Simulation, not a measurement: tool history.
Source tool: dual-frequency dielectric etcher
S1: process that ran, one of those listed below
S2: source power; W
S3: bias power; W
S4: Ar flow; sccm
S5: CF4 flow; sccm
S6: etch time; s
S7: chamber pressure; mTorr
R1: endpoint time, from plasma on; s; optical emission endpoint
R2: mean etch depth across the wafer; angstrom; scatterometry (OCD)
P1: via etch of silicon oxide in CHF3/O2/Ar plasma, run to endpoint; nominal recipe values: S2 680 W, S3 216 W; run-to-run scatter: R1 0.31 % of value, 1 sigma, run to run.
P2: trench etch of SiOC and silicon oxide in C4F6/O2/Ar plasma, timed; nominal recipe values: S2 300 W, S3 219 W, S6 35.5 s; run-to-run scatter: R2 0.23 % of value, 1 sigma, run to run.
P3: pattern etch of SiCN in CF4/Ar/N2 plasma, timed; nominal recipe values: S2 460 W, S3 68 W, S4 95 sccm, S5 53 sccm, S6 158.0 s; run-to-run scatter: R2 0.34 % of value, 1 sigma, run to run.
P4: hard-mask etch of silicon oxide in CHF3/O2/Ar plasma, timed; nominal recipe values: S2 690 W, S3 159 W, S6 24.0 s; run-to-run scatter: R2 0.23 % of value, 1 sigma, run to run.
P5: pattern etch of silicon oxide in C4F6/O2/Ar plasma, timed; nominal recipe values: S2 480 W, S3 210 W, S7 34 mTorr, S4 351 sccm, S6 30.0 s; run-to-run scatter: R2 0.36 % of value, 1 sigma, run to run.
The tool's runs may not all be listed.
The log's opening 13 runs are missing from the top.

{"run": 14, "hour": 190.3, "S1": "P5", "S2": 480, "S3": 210, "S4": 351, "S6": 30.0, "S7": 34, "R2": 1028.5}
{"run": 15, "hour": 199.7, "S1": "P1", "S2": 680, "S3": 216, "R1": 188.1}
{"run": 16, "hour": 208.7, "S1": "P1", "S2": 680, "S3": 305, "R1": 166.32}
{"run": 17, "hour": 220.5, "S1": "P4", "S2": 690, "S3": 159, "S6": 24.0, "R2": 487.76}
{"run": 18, "hour": 230.2, "S1": "P5", "S2": 480, "S3": 210, "S4": 206, "S6": 30.0, "S7": 34, "R2": 1086.2}
{"run": 19, "hour": 247.4, "S1": "P1", "S2": 800, "S3": 155, "R1": 197.07}
{"run": 20, "hour": 260.3, "S1": "P1", "S2": 940, "S3": 216, "R1": 166.51}
{"run": 21, "hour": 271.9, "S1": "P2", "S2": 300, "S3": 219, "S6": 46.5, "R2": 866.6}
{"run": 22, "hour": 286.9, "S1": "P4", "S2": 970, "S3": 159, "S6": 24.0, "R2": 556.08}
{"run": 23, "hour": 303.9, "S1": "P1", "S2": 680, "S3": 216, "R1": 188.39}
{"run": 24, "hour": 315.8, "S1": "P5", "S2": 480, "S3": 210, "S4": 351, "S6": 38.0, "S7": 34, "R2": 1306.6}
{"run": 25, "hour": 324.2, "S1": "P2", "S2": 410, "S3": 219, "S6": 35.5, "R2": 747.09}
{"run": 26, "hour": 338.2, "S1": "P5", "S2": 480, "S3": 286, "S4": 351, "S6": 30.0, "S7": 34, "R2": 1133.1}
{"run": 27, "hour": 355.2, "S1": "P3", "S2": 460, "S3": 68, "S4": 95, "S5": 53, "S6": 158.0, "R2": 1311.3}
{"run": 28, "hour": 367.3, "S1": "P5", "S2": 320, "S3": 210, "S4": 351, "S6": 30.0, "S7": 34, "R2": 881.8}
{"run": 29, "hour": 379.3, "S1": "P4", "S2": 690, "S3": 159, "S6": 35.5, "R2": 723.2}

For run 30, what comes out?
{"run": 30, "hour": 388.8, "S1": "P3", "S2": 460, "S3": 42, "S4": 95, "S5": 53, "S6": 158.0, "R2": "?"}

{"run 30": {"R2": 1109.7}}

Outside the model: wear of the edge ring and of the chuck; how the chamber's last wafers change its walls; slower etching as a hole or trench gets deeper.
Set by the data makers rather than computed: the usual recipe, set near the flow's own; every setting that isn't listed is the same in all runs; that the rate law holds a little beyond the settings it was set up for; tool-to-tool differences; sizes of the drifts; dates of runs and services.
